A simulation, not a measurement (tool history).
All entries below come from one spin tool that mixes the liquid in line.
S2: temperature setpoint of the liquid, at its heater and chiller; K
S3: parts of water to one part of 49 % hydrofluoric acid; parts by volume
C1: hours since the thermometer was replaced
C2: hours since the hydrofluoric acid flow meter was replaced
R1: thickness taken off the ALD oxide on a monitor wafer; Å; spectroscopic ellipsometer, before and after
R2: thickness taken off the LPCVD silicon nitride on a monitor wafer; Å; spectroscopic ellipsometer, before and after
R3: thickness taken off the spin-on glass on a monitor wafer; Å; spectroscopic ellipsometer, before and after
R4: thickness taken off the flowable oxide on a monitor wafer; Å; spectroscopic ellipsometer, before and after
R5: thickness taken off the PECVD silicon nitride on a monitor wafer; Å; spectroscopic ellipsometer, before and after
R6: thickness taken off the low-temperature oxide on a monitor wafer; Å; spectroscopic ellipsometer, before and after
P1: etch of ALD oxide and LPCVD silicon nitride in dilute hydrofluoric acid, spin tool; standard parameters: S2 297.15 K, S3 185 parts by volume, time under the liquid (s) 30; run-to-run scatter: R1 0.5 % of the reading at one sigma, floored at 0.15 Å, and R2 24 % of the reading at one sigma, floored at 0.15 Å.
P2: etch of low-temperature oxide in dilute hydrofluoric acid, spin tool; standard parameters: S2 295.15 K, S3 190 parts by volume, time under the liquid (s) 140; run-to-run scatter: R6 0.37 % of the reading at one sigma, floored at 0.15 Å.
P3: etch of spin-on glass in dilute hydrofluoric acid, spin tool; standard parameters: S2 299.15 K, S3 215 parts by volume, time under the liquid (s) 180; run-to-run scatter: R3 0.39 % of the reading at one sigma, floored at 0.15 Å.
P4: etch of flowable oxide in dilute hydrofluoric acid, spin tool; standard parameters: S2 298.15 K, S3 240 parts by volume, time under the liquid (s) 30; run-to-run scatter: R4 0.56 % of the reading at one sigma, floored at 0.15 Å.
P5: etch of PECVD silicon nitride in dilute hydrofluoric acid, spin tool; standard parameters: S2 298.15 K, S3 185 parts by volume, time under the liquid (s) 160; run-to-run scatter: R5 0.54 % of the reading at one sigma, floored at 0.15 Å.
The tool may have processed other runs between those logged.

{"run": 1, "hour": 5.1, "process that ran": "P1", "S2": 297.15, "S3": 185, "time under the liquid (s)": 30, "C1": 453.5, "C2": 1582.5, "R1": 48.801, "R2": 1.0247}
{"run": 2, "hour": 9.1, "process that ran": "P3", "S2": 299.15, "S3": 215, "time under the liquid (s)": 180, "C1": 457.5, "C2": 1586.5, "R3": 213.53}
{"run": 3, "hour": 11.7, "process that ran": "P4", "S2": 304.65, "S3": 240, "time under the liquid (s)": 30, "C1": 460.1, "C2": 1589.1, "R4": 63.529}
{"run": 4, "hour": 16.5, "process that ran": "P5", "S2": 304.15, "S3": 185, "time under the liquid (s)": 160, "C1": 464.9, "C2": 1593.9, "R5": 76.491}
{"run": 5, "hour": 19.2, "process that ran": "P1", "S2": 297.15, "S3": 185, "time under the liquid (s)": 45, "C1": 467.6, "C2": 1596.6, "R1": 73.665, "R2": 1.9438}
{"run": 6, "hour": 24.5, "process that ran": "P1", "S2": 290.15, "S3": 185, "time under the liquid (s)": 55, "C1": 472.9, "C2": 1601.9, "R1": 68.211, "R2": 0.74986}
{"run": 7, "hour": 29.6, "process that ran": "P3", "S2": 299.15, "S3": 215, "time under the liquid (s)": 50, "C1": 478, "C2": 1607, "R3": 59.121}
{"run": 8, "hour": 33.1, "process that ran": "P2", "S2": 302.15, "S3": 190, "time under the liquid (s)": 140, "C1": 481.5, "C2": 1610.5, "R6": 96.451}
{"run": 9, "hour": 36.8, "process that ran": "P4", "S2": 298.15, "S3": 240, "time under the liquid (s)": 30, "C1": 485.2, "C2": 1614.2, "R4": 50.427}
{"run": 10, "hour": 39.9, "process that ran": "P1", "S2": 297.15, "S3": 185, "time under the liquid (s)": 30, "C1": 488.3, "C2": 1617.3, "R1": 48.626, "R2": 1.1029}
{"run": 11, "hour": 42.9, "process that ran": "P2", "S2": 295.15, "S3": 305, "time under the liquid (s)": 140, "C1": 491.3, "C2": 1620.3, "R6": 41.38}
{"run": 12, "hour": 45.4, "process that ran": "P1", "S2": 297.15, "S3": 50, "time under the liquid (s)": 30, "C1": 493.8, "C2": 1622.8, "R1": 210.58, "R2": 3.7175}
{"run": 13, "hour": 48.9, "process that ran": "P4", "S2": 298.15, "S3": 240, "time under the liquid (s)": 30, "C1": 497.3, "C2": 1626.3, "R4": 50.713}
{"run": 14, "hour": 52.8, "process that ran": "P1", "S2": 297.15, "S3": 185, "time under the liquid (s)": 30, "C1": 501.2, "C2": 1630.2, "R1": 48.87, "R2": 1.3785}
{"run": 15, "hour": 56.4, "process that ran": "P1", "S2": 297.15, "S3": 290, "time under the liquid (s)": 30, "C1": 504.8, "C2": 1633.8, "R1": 27.792, "R2": 0.65637}
{"run": 16, "hour": 61.9, "process that ran": "P5", "S2": 298.15, "S3": 275, "time under the liquid (s)": 160, "C1": 510.3, "C2": 1639.3, "R5": 35.77}
{"run": 17, "hour": 67.2, "process that ran": "P2", "S2": 295.15, "S3": 190, "time under the liquid (s)": 140, "C1": 515.6, "C2": 1644.6, "R6": 74.819}
{"run": 18, "hour": 70.2, "process that ran": "P1", "S2": 297.15, "S3": 185, "time under the liquid (s)": 30, "C1": 518.6, "C2": 1647.6, "R1": 48.529, "R2": 0.87518}
{"run": 19, "hour": 75.6, "process that ran": "P1", "S2": 297.15, "S3": 185, "time under the liquid (s)": 15, "C1": 524, "C2": 1653, "R1": 23.976, "R2": 0.80938}
{"run": 20, "hour": 79.4, "process that ran": "P1", "S2": 297.15, "S3": 185, "time under the liquid (s)": 30, "C1": 527.8, "C2": 1656.8, "R1": 48.502, "R2": 1.4485}
{"run": 21, "hour": 83.2, "process that ran": "P3", "S2": 292.15, "S3": 215, "time under the liquid (s)": 180, "C1": 531.6, "C2": 1660.6, "R3": 166.46}
{"run": 22, "hour": 86.1, "process that ran": "P1", "S2": 304.15, "S3": 185, "time under the liquid (s)": 30, "C1": 534.5, "C2": 1663.5, "R1": 62.466, "R2": 0.90092}
{"run": 23, "hour": 90.3, "process that ran": "P3", "S2": 299.15, "S3": 380, "time under the liquid (s)": 180, "C1": 538.7, "C2": 1667.7, "R3": 102.02}
{"run": 24, "hour": 93.8, "process that ran": "P5", "S2": 298.15, "S3": 185, "time under the liquid (s)": 160, "C1": 542.2, "C2": 1671.2, "R5": 52.868}
{"run": 25, "hour": 97.1, "process that ran": "P1", "S2": 290.15, "S3": 185, "time under the liquid (s)": 30, "C1": 545.5, "C2": 1674.5, "R1": 36.859, "R2": 0.67896}
{"run": 26, "hour": 101.8, "process that ran": "P2", "S2": 295.15, "S3": 190, "time under the liquid (s)": 15, "C1": 550.2, "C2": 1679.2, "R6": 8.2931}
{"run": 27, "hour": 106.1, "process that ran": "P1", "S2": 297.15, "S3": 185, "time under the liquid (s)": 30, "C1": 554.5, "C2": 1683.5, "R1": 48.717, "R2": 1.0409}
{"run": 28, "hour": 109.0, "process that ran": "P4", "S2": 298.15, "S3": 335, "time under the liquid (s)": 30, "C1": 557.4, "C2": 1686.4, "R4": 32.937}
{"run": 29, "hour": 111.6, "process that ran": "P5", "S2": 298.15, "S3": 185, "time under the liquid (s)": 250, "C1": 560, "C2": 1689, "R5": 81.989}
{"run": 30, "hour": 116.5, "process that ran": "P4", "S2": 298.15, "S3": 240, "time under the liquid (s)": 55, "C1": 564.9, "C2": 1693.9, "R4": 92.563}
{"run": 31, "hour": 121.7, "process that ran": "P3", "S2": 299.15, "S3": 215, "time under the liquid (s)": 180, "C1": 570.1, "C2": 1699.1, "R3": 212.73}
{"run": 32, "hour": 126.6, "process that ran": "P1", "S2": 297.15, "S3": 185, "time under the liquid (s)": 30, "C1": 575, "C2": 1704, "R1": 48.9, "R2": 0.70821}
{"run": 33, "hour": 131.5, "process that ran": "P1", "S2": 297.15, "S3": 185, "time under the liquid (s)": 30, "C1": 579.9, "C2": 1708.9, "R1": 47.201, "R2": 0.76832}
{"run": 34, "hour": 134.1, "process that ran": "P1", "S2": 297.15, "S3": 185, "time under the liquid (s)": 30, "C1": 582.5, "C2": 1711.5, "R1": 47.239, "R2": 0.82038}
{"run": 35, "hour": 136.6, "process that ran": "P1", "S2": 297.15, "S3": 185, "time under the liquid (s)": 30, "C1": 585, "C2": 1714, "R1": 46.604, "R2": 0.55362}
{"run": 36, "hour": 140.2, "process that ran": "P1", "S2": 297.15, "S3": 185, "time under the liquid (s)": 30, "C1": 588.6, "C2": 1717.6, "R1": 46.34, "R2": 0.88438}
{"run": 37, "hour": 145.8, "process that ran": "P1", "S2": 297.15, "S3": 185, "time under the liquid (s)": 30, "C1": 594.2, "C2": 1723.2, "R1": 45.447, "R2": 1.2288}
{"run": 38, "hour": 150.7, "process that ran": "P1", "S2": 297.15, "S3": 185, "time under the liquid (s)": 30, "C1": 599.1, "C2": 1728.1, "R1": 45.297, "R2": 0.86447}
{"run": 39, "hour": 155.5, "process that ran": "P1", "S2": 297.15, "S3": 185, "time under the liquid (s)": 30, "C1": 603.9, "C2": 1732.9, "R1": 45.318, "R2": 0.9949}
{"run": 40, "hour": 160.1, "process that ran": "P1", "S2": 297.15, "S3": 185, "time under the liquid (s)": 30, "C1": 608.5, "C2": 1737.5, "R1": 45.455, "R2": 1.1022}
{"run": 41, "hour": 164.9, "process that ran": "P1", "S2": 297.15, "S3": 185, "time under the liquid (s)": 30, "C1": 613.3, "C2": 1742.3, "R1": 45.283, "R2": 0.94973}
{"run": 42, "hour": 170.3, "process that ran": "P1", "S2": 297.15, "S3": 185, "time under the liquid (s)": 30, "C1": 618.7, "C2": 1747.7, "R1": 44.798, "R2": 1.12}

Something has made what P1 gives creep away from where it was; the 2 causes below, each at its own stated size, fit the log equally well:
A: hydrofluoric acid flow below the setpoint (%) = 5.67
B: liquid colder than its thermometer reads (K) = 1.87
At approximately hour 126.6, the process output began to creep.

4 check runs are offered, one wafer each, their results left as question marks. Which one tells the causes apart?
{"run": "check 1", "hour": 175.7, "process that ran": "P3", "S2": 294.15, "S3": 215, "time under the liquid (s)": 55, "R3": "?"}
{"run": "check 2", "hour": 175.7, "process that ran": "P2", "S2": 295.15, "S3": 300, "time under the liquid (s)": 140, "R6": "?"}
{"run": "check 3", "hour": 175.7, "process that ran": "P4", "S2": 302.65, "S3": 240, "time under the liquid (s)": 55, "R4": "?"}
{"run": "check 4", "hour": 175.7, "process that ran": "P5", "S2": 304.15, "S3": 185, "time under the liquid (s)": 215, "R5": "?"}

Check results expected under each cause:
check=check_1 result=R3 if_A=50.782 if_B=50.757
check=check_2 result=R6 if_A=39.36 if_B=39.663
check=check_3 result=R4 if_A=100.13 if_B=101.25
check=check_4 result=R5 if_A=96.768 if_B=91.797
Gap, in per cent, between the two causes that each check separates least, read from the result that separates them most: check 1 0.05 %; check 2 0.77 %; check 3 1.11 %; check 4 5.27 %
Of the check runs offered, only check 4 discriminates between the causes; the rest would read about the same regardless of which cause applies.

Running check 4 produced the following: R5 97.37 Å. Which one of the listed causes fits?

It was cause A: hydrofluoric acid flow below the setpoint (%).
